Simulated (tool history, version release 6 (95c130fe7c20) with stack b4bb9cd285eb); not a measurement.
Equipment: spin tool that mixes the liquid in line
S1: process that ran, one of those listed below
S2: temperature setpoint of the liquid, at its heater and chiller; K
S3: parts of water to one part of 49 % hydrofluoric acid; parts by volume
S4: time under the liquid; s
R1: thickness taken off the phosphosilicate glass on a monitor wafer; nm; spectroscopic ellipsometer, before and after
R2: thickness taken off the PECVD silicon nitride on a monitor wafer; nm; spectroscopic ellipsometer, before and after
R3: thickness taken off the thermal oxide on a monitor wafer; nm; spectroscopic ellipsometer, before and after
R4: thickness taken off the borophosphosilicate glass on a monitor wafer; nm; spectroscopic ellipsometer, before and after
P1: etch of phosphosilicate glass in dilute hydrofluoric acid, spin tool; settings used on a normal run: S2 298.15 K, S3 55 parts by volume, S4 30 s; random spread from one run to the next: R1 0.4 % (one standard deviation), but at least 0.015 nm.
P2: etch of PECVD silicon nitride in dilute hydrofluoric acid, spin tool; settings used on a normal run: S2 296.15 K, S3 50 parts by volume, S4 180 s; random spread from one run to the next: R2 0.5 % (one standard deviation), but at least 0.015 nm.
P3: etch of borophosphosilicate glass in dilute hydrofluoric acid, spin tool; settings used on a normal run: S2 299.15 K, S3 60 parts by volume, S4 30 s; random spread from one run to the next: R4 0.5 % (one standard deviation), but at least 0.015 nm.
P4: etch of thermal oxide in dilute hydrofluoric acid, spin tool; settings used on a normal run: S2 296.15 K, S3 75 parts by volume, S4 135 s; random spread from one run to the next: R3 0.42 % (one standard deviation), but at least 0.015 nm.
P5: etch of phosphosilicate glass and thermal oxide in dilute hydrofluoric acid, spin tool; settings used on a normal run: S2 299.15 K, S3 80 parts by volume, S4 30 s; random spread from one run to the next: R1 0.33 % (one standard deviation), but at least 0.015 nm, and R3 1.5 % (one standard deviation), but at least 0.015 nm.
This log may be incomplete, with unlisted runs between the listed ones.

{"run": 1, "day": 0.567, "S1": "P1", "S2": 298.15, "S3": 55, "S4": 30, "R1": 117.51}
{"run": 2, "day": 1.071, "S1": "P2", "S2": 296.15, "S3": 50, "S4": 290, "R2": 9.3596}
{"run": 3, "day": 1.471, "S1": "P4", "S2": 296.15, "S3": 75, "S4": 135, "R3": 8.2567}
{"run": 4, "day": 1.925, "S1": "P1", "S2": 298.15, "S3": 55, "S4": 30, "R1": 118.52}
{"run": 5, "day": 2.508, "S1": "P1", "S2": 298.15, "S3": 55, "S4": 30, "R1": 117.93}
{"run": 6, "day": 2.983, "S1": "P5", "S2": 299.15, "S3": 80, "S4": 50, "R1": 122.49, "R3": 3.2876}
{"run": 7, "day": 3.45, "S1": "P2", "S2": 296.15, "S3": 20, "S4": 180, "R2": 13.948}
{"run": 8, "day": 3.896, "S1": "P3", "S2": 299.15, "S3": 85, "S4": 30, "R4": 23.951}
{"run": 9, "day": 4.2, "S1": "P1", "S2": 302.15, "S3": 75, "S4": 30, "R1": 99.096}
{"run": 10, "day": 4.629, "S1": "P4", "S2": 296.15, "S3": 75, "S4": 255, "R3": 15.805}
{"run": 11, "day": 5.25, "S1": "P3", "S2": 299.15, "S3": 60, "S4": 30, "R4": 35.022}
{"run": 12, "day": 5.542, "S1": "P1", "S2": 298.15, "S3": 55, "S4": 45, "R1": 177.9}
{"run": 13, "day": 5.833, "S1": "P1", "S2": 298.15, "S3": 105, "S4": 30, "R1": 57.86}
{"run": 14, "day": 6.154, "S1": "P1", "S2": 298.15, "S3": 55, "S4": 30, "R1": 119.45}
{"run": 15, "day": 6.517, "S1": "P4", "S2": 296.15, "S3": 135, "S4": 135, "R3": 4.2858}
{"run": 16, "day": 7.104, "S1": "P3", "S2": 299.15, "S3": 60, "S4": 50, "R4": 58.535}
{"run": 17, "day": 7.483, "S1": "P4", "S2": 290.15, "S3": 75, "S4": 135, "R3": 6.4714}
{"run": 18, "day": 7.817, "S1": "P1", "S2": 306.15, "S3": 55, "S4": 30, "R1": 161.43}
{"run": 19, "day": 8.225, "S1": "P5", "S2": 299.15, "S3": 80, "S4": 30, "R1": 72.569, "R3": 1.9488}
{"run": 20, "day": 8.725, "S1": "P5", "S2": 299.15, "S3": 20, "S4": 30, "R1": 316.96, "R3": 8.3973}
{"run": 21, "day": 9.204, "S1": "P5", "S2": 293.65, "S3": 80, "S4": 30, "R1": 58.276, "R3": 1.539}
{"run": 22, "day": 9.729, "S1": "P2", "S2": 301.15, "S3": 50, "S4": 180, "R2": 8.0163}
{"run": 23, "day": 10.179, "S1": "P1", "S2": 294.15, "S3": 20, "S4": 30, "R1": 288.46}
{"run": 24, "day": 10.717, "S1": "P1", "S2": 298.15, "S3": 55, "S4": 30, "R1": 117.87}
{"run": 25, "day": 11.258, "S1": "P1", "S2": 298.15, "S3": 20, "S4": 30, "R1": 339.62}

Run 26, settings as shown, results not yet in. Your forecast:
{"run": 26, "day": 11.579, "S1": "P3", "S2": 307.15, "S3": 60, "S4": 30, "R4": "?"}

R4: 47.656 nm
